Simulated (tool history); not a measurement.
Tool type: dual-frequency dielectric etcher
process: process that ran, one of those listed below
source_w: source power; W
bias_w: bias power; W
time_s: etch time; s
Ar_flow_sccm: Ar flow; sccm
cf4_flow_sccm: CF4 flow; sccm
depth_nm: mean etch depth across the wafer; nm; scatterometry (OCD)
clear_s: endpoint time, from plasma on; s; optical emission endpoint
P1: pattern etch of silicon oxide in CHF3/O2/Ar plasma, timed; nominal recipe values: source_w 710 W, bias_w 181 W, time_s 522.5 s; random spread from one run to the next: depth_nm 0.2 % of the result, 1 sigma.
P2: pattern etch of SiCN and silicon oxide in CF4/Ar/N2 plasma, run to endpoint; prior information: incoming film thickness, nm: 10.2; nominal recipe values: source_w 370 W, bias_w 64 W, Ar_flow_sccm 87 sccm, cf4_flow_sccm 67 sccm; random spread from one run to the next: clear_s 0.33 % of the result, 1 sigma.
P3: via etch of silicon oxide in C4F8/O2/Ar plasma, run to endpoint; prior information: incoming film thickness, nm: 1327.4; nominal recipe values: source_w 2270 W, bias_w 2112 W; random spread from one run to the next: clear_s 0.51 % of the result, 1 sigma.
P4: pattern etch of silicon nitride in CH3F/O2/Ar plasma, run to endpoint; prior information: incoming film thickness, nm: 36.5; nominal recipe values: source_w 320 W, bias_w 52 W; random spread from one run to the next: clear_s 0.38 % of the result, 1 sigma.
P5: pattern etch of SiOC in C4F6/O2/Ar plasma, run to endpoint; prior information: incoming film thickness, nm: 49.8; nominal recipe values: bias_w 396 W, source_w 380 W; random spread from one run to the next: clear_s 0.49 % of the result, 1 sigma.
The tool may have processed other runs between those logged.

run,hour,process,source_w,bias_w,time_s,Ar_flow_sccm,cf4_flow_sccm,hours since the last wet clean,hours since the last source power generator calibration,hours since the last bias power generator calibration,depth_nm,clear_s
1,5.5,P1,710,181,522.5,,,76.7,1006.8,2785.5,1123.1,
2,9.7,P2,370,91,,87,67,80.9,1011,2789.7,,12.589
3,13.1,P1,910,181,522.5,,,84.3,1014.4,2793.1,1228.5,
4,18.3,P5,540,396,,,,89.5,1019.6,2798.3,,16.643
5,25.7,P5,380,265,,,,96.9,1027,2805.7,,22.057
6,31,P1,550,181,522.5,,,102.2,1032.3,2811,1013,
7,38.1,P4,320,52,,,,109.3,1039.4,2818.1,,63.895
8,45.6,P1,710,223,522.5,,,116.8,1046.9,2825.6,1206.6,
9,52.7,P1,710,181,522.5,,,123.9,1054,2832.7,1115.5,
10,57.7,P3,2270,2112,,,,128.9,1059,2837.7,,246.55
11,62,P2,370,64,,53,67,133.2,1063.3,2842,,13.326
12,65.8,P2,370,64,,87,89,137,1067.1,2845.8,,13.739
13,71.7,P4,320,52,,,,142.9,1073,2851.7,,64.337
14,78.3,P1,710,181,287.5,,,149.5,1079.6,2858.3,616.64,
15,84.3,P5,380,396,,,,155.5,1085.6,2864.3,,18.968
16,88.7,P2,470,64,,87,67,159.9,1090,2868.7,,11.571
17,95.4,P4,320,39,,,,166.6,1096.7,2875.4,,69.705
18,101.4,P1,710,137,522.5,,,172.6,1102.7,2881.4,1025.5,
19,104.9,P3,3200,2112,,,,176.1,1106.2,2884.9,,215.96
20,110,P4,450,52,,,,181.2,1111.3,2890,,55.964
# hour 115.5: bias power generator calibrated
21,117,P1,710,181,640,,,188.2,1118.3,1.6,1371.8,
22,122.6,P1,540,211,522.5,,,193.8,1123.9,7.2,1061.3,
23,129.2,P3,2270,2112,,,,200.4,1130.5,13.8,,247.84
24,135.6,P1,710,181,522.5,,,206.8,1136.9,20.2,1119.5,
25,143.2,P1,710,181,522.5,,,214.4,1144.5,27.8,1118.8,
26,147.5,P1,710,181,522.5,,,218.7,1148.8,32.1,1120.5,
27,154.8,P1,880,181,647,,,226,1156.1,39.4,1504,
28,159.2,P3,2270,2597,,,,230.4,1160.5,43.8,,232.91
29,163.3,P2,370,64,,87,67,234.5,1164.6,47.9,,14.264
30,170.1,P1,710,181,522.5,,,241.3,1171.4,54.7,1118.3,
31,173.6,P1,710,181,522.5,,,244.8,1174.9,58.2,1120.9,
32,177.1,P1,710,181,522.5,,,248.3,1178.4,61.7,1125.7,
33,183.7,P1,710,181,522.5,,,254.9,1185,68.3,1127.4,
34,189.8,P1,710,181,522.5,,,261,1191.1,74.4,1134.3,
35,195.7,P1,710,181,522.5,,,266.9,1197,80.3,1131.4,
# hour 199.9: wet clean of the chamber
36,202.1,P1,710,181,522.5,,,2.2,1203.4,86.7,1137.1,
37,208.6,P1,710,181,522.5,,,8.7,1209.9,93.2,1135,
38,213.4,P1,710,181,522.5,,,13.5,1214.7,98,1134.6,
39,219.6,P1,710,181,522.5,,,19.7,1220.9,104.2,1135.6,
40,224.6,P1,710,181,522.5,,,24.7,1225.9,109.2,1135.8,
41,229.1,P1,710,181,522.5,,,29.2,1230.4,113.7,1134.3,

P1 no longer gives what it gave before; its output has crept away from where it was. The following 2 causes, each at its listed size, fit the log equally well:
A: bias power that arrives over what is set, % = 4.63
B: source power that arrives over what is set, % = 4.02
Creep in the process output first set in at about hour 173.6.
Every other cause this tool's parts could produce, and why it does not fit the log:
chamber walls in a state that raises the etch rate, %: serviced at hour 199.9, which brought nothing back

Below are 4 check runs, each averaged over 2 wafers, with their results shown as question marks. Which of them would give clearly different results depending on which cause is behind the drift?
check 1,233.6,P4,320,39,,,,,,,,?
check 2,233.6,P5,470,295,,,,,,,,?
check 3,233.6,P3,3120,2112,,,,,,,,?
check 4,233.6,P2,450,64,,55,67,,,,,?

If the cause were each of the candidates in turn, the checks would give the following:
check,result,if A,if B
check 1,clear_s,69.222,69.085
check 2,clear_s,19.201,19.209
check 3,clear_s,215.6,214.93
check 4,clear_s,11.073,10.838
Per check, the gap between the least separated pair of causes, taken in the result that splits them most: check 1 0.2 %; check 2 0.04 %; check 3 0.31 %; check 4 2.14 %
Check 4 tells the causes apart: in the others they would give nearly the same result.

Then check 4 was run and gave: clear_s 10.809 s. Which cause is it?

The correct cause is B, namely: source power that arrives over what is set, %.

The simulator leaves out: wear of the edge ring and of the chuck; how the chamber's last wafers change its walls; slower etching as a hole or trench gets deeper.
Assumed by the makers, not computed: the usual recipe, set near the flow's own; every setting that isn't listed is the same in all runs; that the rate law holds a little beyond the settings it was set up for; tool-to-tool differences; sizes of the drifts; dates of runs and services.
